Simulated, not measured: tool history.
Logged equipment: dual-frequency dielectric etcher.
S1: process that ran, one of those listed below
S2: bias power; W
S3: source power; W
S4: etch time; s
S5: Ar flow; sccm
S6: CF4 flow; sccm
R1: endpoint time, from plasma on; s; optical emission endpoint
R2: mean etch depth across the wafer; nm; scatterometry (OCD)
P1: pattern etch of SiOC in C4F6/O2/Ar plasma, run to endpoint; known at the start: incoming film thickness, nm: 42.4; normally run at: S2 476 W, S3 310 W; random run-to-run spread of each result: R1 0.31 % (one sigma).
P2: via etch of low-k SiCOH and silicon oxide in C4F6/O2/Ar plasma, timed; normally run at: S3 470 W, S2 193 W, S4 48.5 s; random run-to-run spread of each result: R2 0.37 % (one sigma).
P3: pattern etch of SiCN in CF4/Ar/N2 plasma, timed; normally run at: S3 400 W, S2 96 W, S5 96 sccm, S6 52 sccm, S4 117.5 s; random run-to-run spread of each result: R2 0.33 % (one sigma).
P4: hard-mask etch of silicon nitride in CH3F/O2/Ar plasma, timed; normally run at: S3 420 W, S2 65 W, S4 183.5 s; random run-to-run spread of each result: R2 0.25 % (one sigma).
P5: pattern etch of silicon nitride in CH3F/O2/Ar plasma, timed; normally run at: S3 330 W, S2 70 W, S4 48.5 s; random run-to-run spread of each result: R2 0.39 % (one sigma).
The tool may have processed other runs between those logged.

Run 1, hour 11.9: S1 P1, S2 476 W, S3 310 W. Result: R1 16.096 s.
Run 2, hour 21.6: S1 P1, S2 476 W, S3 310 W. Result: R1 16.109 s.
Run 3, hour 33: S1 P2, S2 193 W, S3 470 W, S4 36 s. Result: R2 102.63 nm.
Run 4, hour 44.6: S1 P3, S2 96 W, S3 570 W, S4 117.5 s, S5 96 sccm, S6 52 sccm. Result: R2 132.54 nm.
Run 5, hour 53.2: S1 P3, S2 122 W, S3 400 W, S4 117.5 s, S5 96 sccm, S6 52 sccm. Result: R2 106.45 nm.
Run 6, hour 62.9: S1 P5, S2 92 W, S3 330 W, S4 48.5 s. Result: R2 34.501 nm.
Run 7, hour 69.6: S1 P4, S2 53 W, S3 420 W, S4 183.5 s. Result: R2 119.99 nm.
Run 8, hour 75.5: S1 P1, S2 476 W, S3 310 W. Result: R1 16.183 s.
Run 9, hour 84.8: S1 P5, S2 70 W, S3 330 W, S4 71.5 s. Result: R2 46.276 nm.
Run 10, hour 91.3: S1 P1, S2 476 W, S3 380 W. Result: R1 15.005 s.
Run 11, hour 100.6: S1 P3, S2 96 W, S3 400 W, S4 117.5 s, S5 96 sccm, S6 34 sccm. Result: R2 92.36 nm.
Run 12, hour 109.6: S1 P2, S2 114 W, S3 470 W, S4 48.5 s. Result: R2 119.24 nm.
Run 13, hour 117: S1 P4, S2 65 W, S3 520 W, S4 183.5 s. Result: R2 139.21 nm.
Run 14, hour 125.5: S1 P1, S2 476 W, S3 220 W. Result: R1 18.349 s.
Run 15, hour 134.7: S1 P3, S2 96 W, S3 400 W, S4 173 s, S5 96 sccm, S6 52 sccm. Result: R2 143.65 nm.
Run 16, hour 141.1: S1 P4, S2 65 W, S3 420 W, S4 183.5 s. Result: R2 127.78 nm.
Run 17, hour 150.9: S1 P3, S2 96 W, S3 400 W, S4 117.5 s, S5 96 sccm, S6 52 sccm. Result: R2 97.642 nm.
Run 18, hour 161.1: S1 P2, S2 193 W, S3 640 W, S4 48.5 s. Result: R2 156.9 nm.
Run 19, hour 170.4: S1 P1, S2 476 W, S3 310 W. Result: R1 16.121 s.
Run 20, hour 182.6: S1 P3, S2 96 W, S3 400 W, S4 117.5 s, S5 134 sccm, S6 52 sccm. Result: R2 93.347 nm.
Run 21, hour 193: S1 P5, S2 70 W, S3 330 W, S4 48.5 s. Result: R2 31.369 nm.
Run 22, hour 199.2: S1 P1, S2 476 W, S3 310 W. Result: R1 16.133 s.
Run 23, hour 208.4: S1 P1, S2 476 W, S3 310 W. Result: R1 16.118 s.
Run 24, hour 217.6: S1 P1, S2 476 W, S3 310 W. Result: R1 16.152 s.
Run 25, hour 228.4: S1 P1, S2 594 W, S3 310 W. Result: R1 14.845 s.
Run 26, hour 234.4: S1 P5, S2 70 W, S3 330 W, S4 48.5 s. Result: R2 31.472 nm.
Run 27, hour 245.2: S1 P1, S2 397 W, S3 420 W. Result: R1 15.3 s.
Run 28, hour 253.3: S1 P2, S2 193 W, S3 470 W, S4 48.5 s. Result: R2 138.08 nm.
Run 29, hour 264.1: S1 P5, S2 70 W, S3 200 W, S4 48.5 s. Result: R2 26.091 nm.
Run 30, hour 276.8: S1 P4, S2 65 W, S3 420 W, S4 129.5 s. Result: R2 91.108 nm.
Run 31, hour 285.2: S1 P1, S2 381 W, S3 310 W. Result: R1 17.52 s.
Run 32, hour 297.6: S1 P3, S2 96 W, S3 400 W, S4 117.5 s, S5 96 sccm, S6 52 sccm. Result: R2 97.431 nm.
Run 33, hour 310.2: S1 P1, S2 476 W, S3 310 W. Result: R1 16.119 s.
Run 34, hour 316.2: S1 P1, S2 476 W, S3 310 W. Result: R1 16.226 s.
Run 35, hour 326.2: S1 P1, S2 476 W, S3 310 W. Result: R1 16.288 s.

Expected results for the next run?
Run 36, hour 335.4: S1 P1, S2 476 W, S3 310 W. Result: R1 ?.

Run 36 yielded R1 16.272 s.
